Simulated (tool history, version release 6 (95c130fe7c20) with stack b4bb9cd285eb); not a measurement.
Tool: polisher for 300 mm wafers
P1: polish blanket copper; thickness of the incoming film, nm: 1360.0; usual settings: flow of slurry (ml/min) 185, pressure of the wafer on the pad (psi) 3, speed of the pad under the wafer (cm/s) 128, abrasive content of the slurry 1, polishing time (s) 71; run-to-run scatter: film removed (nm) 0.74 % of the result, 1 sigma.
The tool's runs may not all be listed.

| run | hour | flow of slurry (ml/min) | pressure of the wafer on the pad (psi) | speed of the pad under the wafer (cm/s) | abrasive content of the slurry | polishing time (s) | wafers polished on this pad | hours since the slurry nozzle was cleaned | hours since the head pressure was calibrated | hours since the slurry blender was calibrated | film removed (nm) |
|---|---|---|---|---|---|---|---|---|---|---|---|
| 1 | 12.7 | 185 | 3 | 128 | 1 | 71 | 1155 | 143.8 | 582.1 | 67.6 | 329.11 |
| 2 | 28.4 | 185 | 3 | 128 | 0.7 | 71 | 1341 | 159.5 | 597.8 | 83.3 | 304.41 |
| 3 | 40.5 | 185 | 3 | 128 | 1.35 | 71 | 1484 | 171.6 | 609.9 | 95.4 | 355.45 |
| 4 | 55.6 | 285 | 3 | 128 | 1 | 89 | 1662 | 186.7 | 625 | 110.5 | 427.61 |
| 5 | 64.1 | 185 | 3 | 128 | 1 | 97 | 1763 | 195.2 | 633.5 | 119 | 448.4 |
| 6 | 75.3 | 110 | 3 | 128 | 1 | 71 | 1895 | 206.4 | 644.7 | 130.2 | 300.76 |
| 7 | 86.6 | 245 | 3 | 128 | 1 | 71 | 2029 | 217.7 | 656 | 141.5 | 346.72 |
| 8 | 98.5 | 185 | 3 | 128 | 1 | 71 | 2169 | 229.6 | 667.9 | 153.4 | 331.2 |
| 9 | 111.1 | 185 | 3 | 128 | 1 | 46 | 2318 | 242.2 | 680.5 | 166 | 214.13 |
| 10 | 126.8 | 275 | 3 | 128 | 1.2 | 71 | 2504 | 257.9 | 696.2 | 181.7 | 360.72 |
| 11 | 134.4 | 185 | 3 | 128 | 1 | 71 | 2594 | 265.5 | 703.8 | 189.3 | 328.67 |
| 12 | 147.4 | 185 | 4.4 | 128 | 1 | 71 | 2747 | 278.5 | 716.8 | 202.3 | 487.08 |
| 13 | 155.6 | 185 | 1.8 | 128 | 1 | 71 | 2844 | 286.7 | 725 | 210.5 | 198.98 |
| 14 | 167.4 | 185 | 3 | 128 | 1 | 71 | 2984 | 298.5 | 736.8 | 222.3 | 332.55 |
| 15 | 181.4 | 185 | 3 | 96 | 1 | 71 | 3149 | 312.5 | 750.8 | 236.3 | 247.67 |
| 16 | 197.4 | 185 | 3 | 196 | 1 | 71 | 3338 | 328.5 | 766.8 | 252.3 | 507.22 |
| 17 | 206.2 | 185 | 3 | 128 | 1 | 71 | 3442 | 337.3 | 775.6 | 261.1 | 332.24 |
| 18 | 216.1 | 185 | 3 | 128 | 1 | 71 | 3559 | 347.2 | 785.5 | 271 | 324.12 |
| 19 | 226.4 | 185 | 3 | 128 | 1 | 71 | 3681 | 357.5 | 795.8 | 281.3 | 313.58 |
| 20 | 238 | 185 | 3 | 128 | 1 | 71 | 3818 | 369.1 | 807.4 | 292.9 | 319.48 |
| 21 | 247.4 | 185 | 3 | 128 | 1 | 71 | 3929 | 378.5 | 816.8 | 302.3 | 316.34 |
|  | 251.4 | slurry blender recalibrated |
| 22 | 259 | 185 | 3 | 128 | 1 | 71 | 4066 | 390.1 | 828.4 | 7.6 | 306.01 |
|  | 259.4 | worn pad replaced by a new one |
| 23 | 266.9 | 185 | 3 | 128 | 1 | 71 | 89 | 398 | 836.3 | 15.5 | 312.61 |
| 24 | 277.1 | 185 | 3 | 128 | 1 | 71 | 209 | 408.2 | 846.5 | 25.7 | 311.34 |
| 25 | 285.3 | 185 | 3 | 128 | 1 | 71 | 306 | 416.4 | 854.7 | 33.9 | 312.3 |
| 26 | 300.4 | 185 | 3 | 128 | 1 | 71 | 485 | 431.5 | 869.8 | 49 | 308.83 |

What P1 gives has crept away from where it was. These 2 causes fit the log equally well, each at the size given:
A: head's pressure below its setpoint, % = 6.25
B: slurry flow missing at the pad, % = 31.7
The creep began at about hour 206.2.
Why every other cause is out:
removal rate lost through wear of the pad, %: serviced at hour 259.4, which brought nothing back
abrasive missing from the slurry, %: serviced at hour 251.4, which brought nothing back

4 check runs are offered, each on 2 wafers whose results are averaged, their results left as question marks. Which one tells the causes apart?
| check 1 | 315.5 | 185 | 4.4 | 128 | 1 | 71 |  |  |  |  | ? |
| check 2 | 315.5 | 110 | 3 | 128 | 1 | 71 |  |  |  |  | ? |
| check 3 | 315.5 | 185 | 1.9 | 128 | 1 | 94 |  |  |  |  | ? |
| check 4 | 315.5 | 185 | 3 | 196 | 1 | 71 |  |  |  |  | ? |

What each check would give under each cause:
| check | result | if A | if B |
|---|---|---|---|
| check 1 | film removed (nm) | 453.74 | 453.71 |
| check 2 | film removed (nm) | 281.54 | 270.91 |
| check 3 | film removed (nm) | 259.41 | 259.39 |
| check 4 | film removed (nm) | 473.72 | 473.69 |
How far apart the two closest causes lie, in the result that separates them most: check 1 0.01 %; check 2 3.85 %; check 3 0.01 %; check 4 0.01 %
Only check 2 tells the causes apart: in the others they would give nearly the same result.

Then check 2 was run and gave: film removed (nm) 280.58. Which cause is it?

It is A: head's pressure below its setpoint, %.

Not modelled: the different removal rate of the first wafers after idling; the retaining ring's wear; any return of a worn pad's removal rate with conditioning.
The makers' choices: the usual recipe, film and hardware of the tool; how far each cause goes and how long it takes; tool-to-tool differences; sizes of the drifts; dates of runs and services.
